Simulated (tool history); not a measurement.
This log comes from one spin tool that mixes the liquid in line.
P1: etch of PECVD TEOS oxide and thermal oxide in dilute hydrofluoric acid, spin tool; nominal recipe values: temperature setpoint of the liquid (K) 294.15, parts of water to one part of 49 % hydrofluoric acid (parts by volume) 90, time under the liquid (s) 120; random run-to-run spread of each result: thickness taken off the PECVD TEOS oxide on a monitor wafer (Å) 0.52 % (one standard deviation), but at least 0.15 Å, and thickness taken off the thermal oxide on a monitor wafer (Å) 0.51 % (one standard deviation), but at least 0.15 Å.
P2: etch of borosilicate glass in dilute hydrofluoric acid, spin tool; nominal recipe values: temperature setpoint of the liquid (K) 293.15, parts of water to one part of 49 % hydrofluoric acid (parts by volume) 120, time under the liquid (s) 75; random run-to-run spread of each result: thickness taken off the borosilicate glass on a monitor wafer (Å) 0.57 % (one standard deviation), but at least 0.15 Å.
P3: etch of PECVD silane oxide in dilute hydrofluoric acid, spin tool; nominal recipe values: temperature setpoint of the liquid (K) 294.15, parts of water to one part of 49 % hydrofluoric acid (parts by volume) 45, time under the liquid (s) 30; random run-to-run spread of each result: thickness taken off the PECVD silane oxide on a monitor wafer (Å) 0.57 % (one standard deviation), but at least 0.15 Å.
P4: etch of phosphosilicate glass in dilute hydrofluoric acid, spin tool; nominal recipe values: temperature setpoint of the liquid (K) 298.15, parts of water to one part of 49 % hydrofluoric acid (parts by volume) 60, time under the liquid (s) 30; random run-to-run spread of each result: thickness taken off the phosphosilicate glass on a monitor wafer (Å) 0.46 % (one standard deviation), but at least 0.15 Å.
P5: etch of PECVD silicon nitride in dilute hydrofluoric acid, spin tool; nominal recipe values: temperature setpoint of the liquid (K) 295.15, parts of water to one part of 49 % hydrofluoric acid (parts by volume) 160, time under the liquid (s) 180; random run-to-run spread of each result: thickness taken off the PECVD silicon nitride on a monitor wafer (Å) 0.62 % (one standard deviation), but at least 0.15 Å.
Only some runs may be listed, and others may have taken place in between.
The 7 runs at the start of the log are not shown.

| run | day | process that ran | temperature setpoint of the liquid (K) | parts of water to one part of 49 % hydrofluoric acid (parts by volume) | time under the liquid (s) | hours since the thermometer was replaced | hours since the hydrofluoric acid flow meter was replaced | thickness taken off the PECVD TEOS oxide on a monitor wafer (Å) | thickness taken off the thermal oxide on a monitor wafer (Å) | thickness taken off the phosphosilicate glass on a monitor wafer (Å) | thickness taken off the PECVD silane oxide on a monitor wafer (Å) | thickness taken off the borosilicate glass on a monitor wafer (Å) | thickness taken off the PECVD silicon nitride on a monitor wafer (Å) |
|---|---|---|---|---|---|---|---|---|---|---|---|---|---|
| 8 | 4.975 | P2 | 293.15 | 120 | 75 | 996.4 | 1255.0 |  |  |  |  | 290.45 |  |
| 9 | 5.538 | P5 | 295.15 | 160 | 180 | 1009.9 | 1268.5 |  |  |  |  |  | 37.8370 |
| 10 | 6.067 | P5 | 295.15 | 30 | 180 | 1022.6 | 1281.2 |  |  |  |  |  | 193.8900 |
| 11 | 6.671 | P1 | 294.15 | 90 | 120 | 1037.1 | 1295.7 | 326.680 | 56.576 |  |  |  |  |
| 12 | 7.042 | P1 | 294.15 | 90 | 120 | 1046.0 | 1304.6 | 323.570 | 56.157 |  |  |  |  |
| 13 | 7.425 | P1 | 294.15 | 90 | 225 | 1055.2 | 1313.8 | 606.200 | 105.630 |  |  |  |  |
| 14 | 7.942 | P3 | 299.65 | 45 | 30 | 1067.6 | 1326.2 |  |  |  | 149.300 |  |  |
| 15 | 8.608 | P1 | 294.15 | 90 | 120 | 1083.6 | 1342.2 | 322.660 | 56.076 |  |  |  |  |
| 16 | 8.962 | P5 | 295.15 | 160 | 20 | 1092.1 | 1350.7 |  |  |  |  |  | 4.1906 |
| 17 | 9.379 | P2 | 293.15 | 190 | 75 | 1102.1 | 1360.7 |  |  |  |  | 171.11 |  |
| 18 | 9.958 | P3 | 294.15 | 20 | 30 | 1116.0 | 1374.6 |  |  |  | 274.260 |  |  |
| 19 | 10.638 | P2 | 293.15 | 120 | 40 | 1132.3 | 1390.9 |  |  |  |  | 157.06 |  |
| 20 | 11.350 | P1 | 302.15 | 90 | 120 | 1149.4 | 1408.0 | 447.680 | 76.711 |  |  |  |  |
| 21 | 11.971 | P1 | 294.15 | 90 | 25 | 1164.3 | 1422.9 | 67.412 | 11.757 |  |  |  |  |
| 22 | 12.329 | P2 | 293.15 | 120 | 75 | 1172.9 | 1431.5 |  |  |  |  | 292.40 |  |
| 23 | 13.108 | P2 | 299.15 | 120 | 75 | 1191.6 | 1450.2 |  |  |  |  | 368.94 |  |
| 24 | 13.600 | P4 | 298.15 | 25 | 30 | 1203.4 | 1462.0 |  |  | 836.85 |  |  |  |
| 25 | 14.279 | P1 | 294.15 | 90 | 120 | 1219.7 | 1478.3 | 323.750 | 56.425 |  |  |  |  |

Run 26 has not been measured yet. What should we expect?
| 26 | 14.771 | P3 | 294.15 | 45 | 30 | 1231.5 | 1490.1 |  |  |  | ? |  |  |

thickness taken off the PECVD silane oxide on a monitor wafer (Å): 118.410

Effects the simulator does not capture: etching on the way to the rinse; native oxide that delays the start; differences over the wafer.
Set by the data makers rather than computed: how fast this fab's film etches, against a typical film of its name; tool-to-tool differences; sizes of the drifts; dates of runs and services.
